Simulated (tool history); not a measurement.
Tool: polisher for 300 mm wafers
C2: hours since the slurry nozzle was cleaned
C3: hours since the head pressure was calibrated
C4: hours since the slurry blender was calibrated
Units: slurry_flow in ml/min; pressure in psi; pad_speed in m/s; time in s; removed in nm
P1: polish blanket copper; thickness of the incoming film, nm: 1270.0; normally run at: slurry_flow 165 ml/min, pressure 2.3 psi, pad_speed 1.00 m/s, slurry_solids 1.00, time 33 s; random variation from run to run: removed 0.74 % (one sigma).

{"run": 1, "hour": 7.7, "slurry_flow": 165, "pressure": 2.3, "pad_speed": 1.0, "slurry_solids": 1.0, "time": 33, "wafers polished on this pad": 240, "C2": 113.5, "C3": 320.1, "C4": 205.5, "removed": 82.006}
{"run": 2, "hour": 15.8, "slurry_flow": 165, "pressure": 2.3, "pad_speed": 1.0, "slurry_solids": 1.0, "time": 16, "wafers polished on this pad": 311, "C2": 121.6, "C3": 328.2, "C4": 213.6, "removed": 39.369}
{"run": 3, "hour": 22.8, "slurry_flow": 165, "pressure": 2.3, "pad_speed": 1.0, "slurry_solids": 1.0, "time": 33, "wafers polished on this pad": 371, "C2": 128.6, "C3": 335.2, "C4": 220.6, "removed": 82.443}
{"run": 4, "hour": 29.2, "slurry_flow": 165, "pressure": 2.3, "pad_speed": 1.38, "slurry_solids": 1.0, "time": 33, "wafers polished on this pad": 427, "C2": 135.0, "C3": 341.6, "C4": 227.0, "removed": 111.12}
{"run": 5, "hour": 37.3, "slurry_flow": 165, "pressure": 2.3, "pad_speed": 1.0, "slurry_solids": 1.35, "time": 33, "wafers polished on this pad": 497, "C2": 143.1, "C3": 349.7, "C4": 235.1, "removed": 86.73}
{"run": 6, "hour": 43.8, "slurry_flow": 225, "pressure": 2.3, "pad_speed": 1.48, "slurry_solids": 1.0, "time": 33, "wafers polished on this pad": 553, "C2": 149.6, "C3": 356.2, "C4": 241.6, "removed": 123.83}
{"run": 7, "hour": 53.0, "slurry_flow": 165, "pressure": 2.3, "pad_speed": 1.0, "slurry_solids": 1.0, "time": 33, "wafers polished on this pad": 633, "C2": 158.8, "C3": 365.4, "C4": 250.8, "removed": 81.775}
{"run": 8, "hour": 59.2, "slurry_flow": 250, "pressure": 2.3, "pad_speed": 1.0, "slurry_solids": 1.0, "time": 33, "wafers polished on this pad": 687, "C2": 165.0, "C3": 371.6, "C4": 257.0, "removed": 85.662}
{"run": 9, "hour": 66.7, "slurry_flow": 100, "pressure": 2.3, "pad_speed": 1.0, "slurry_solids": 1.0, "time": 33, "wafers polished on this pad": 752, "C2": 172.5, "C3": 379.1, "C4": 264.5, "removed": 72.511}
{"run": 10, "hour": 75.6, "slurry_flow": 165, "pressure": 2.3, "pad_speed": 1.0, "slurry_solids": 1.0, "time": 50, "wafers polished on this pad": 829, "C2": 181.4, "C3": 388.0, "C4": 273.4, "removed": 122.9}
{"run": 11, "hour": 84.3, "slurry_flow": 165, "pressure": 2.3, "pad_speed": 1.0, "slurry_solids": 1.0, "time": 33, "wafers polished on this pad": 904, "C2": 190.1, "C3": 396.7, "C4": 282.1, "removed": 81.777}
{"run": 12, "hour": 95.4, "slurry_flow": 165, "pressure": 1.1, "pad_speed": 1.0, "slurry_solids": 1.4, "time": 33, "wafers polished on this pad": 1001, "C2": 201.2, "C3": 407.8, "C4": 293.2, "removed": 42.079}
{"run": 13, "hour": 103.7, "slurry_flow": 165, "pressure": 2.3, "pad_speed": 1.0, "slurry_solids": 1.0, "time": 33, "wafers polished on this pad": 1073, "C2": 209.5, "C3": 416.1, "C4": 301.5, "removed": 81.194}
{"run": 14, "hour": 110.6, "slurry_flow": 165, "pressure": 1.1, "pad_speed": 1.0, "slurry_solids": 1.0, "time": 33, "wafers polished on this pad": 1133, "C2": 216.4, "C3": 423.0, "C4": 308.4, "removed": 38.78}
{"run": 15, "hour": 120.1, "slurry_flow": 165, "pressure": 3.6, "pad_speed": 1.0, "slurry_solids": 1.0, "time": 33, "wafers polished on this pad": 1215, "C2": 225.9, "C3": 432.5, "C4": 317.9, "removed": 127.36}
{"run": 16, "hour": 127.7, "slurry_flow": 165, "pressure": 2.3, "pad_speed": 1.0, "slurry_solids": 0.6, "time": 33, "wafers polished on this pad": 1281, "C2": 233.5, "C3": 440.1, "C4": 325.5, "removed": 72.513}
{"run": 17, "hour": 133.0, "slurry_flow": 165, "pressure": 2.3, "pad_speed": 0.48, "slurry_solids": 1.0, "time": 33, "wafers polished on this pad": 1327, "C2": 238.8, "C3": 445.4, "C4": 330.8, "removed": 38.837}
{"run": 18, "hour": 142.6, "slurry_flow": 165, "pressure": 1.5, "pad_speed": 1.0, "slurry_solids": 1.0, "time": 22, "wafers polished on this pad": 1410, "C2": 248.4, "C3": 455.0, "C4": 340.4, "removed": 34.643}

Run 19 comes next. What will it give?
{"run": 19, "hour": 150.3, "slurry_flow": 165, "pressure": 2.3, "pad_speed": 1.0, "slurry_solids": 1.0, "time": 33, "wafers polished on this pad": 1477, "C2": 256.1, "C3": 462.7, "C4": 348.1, "removed": "?"}

Run 19 gave removed 80.317 nm.
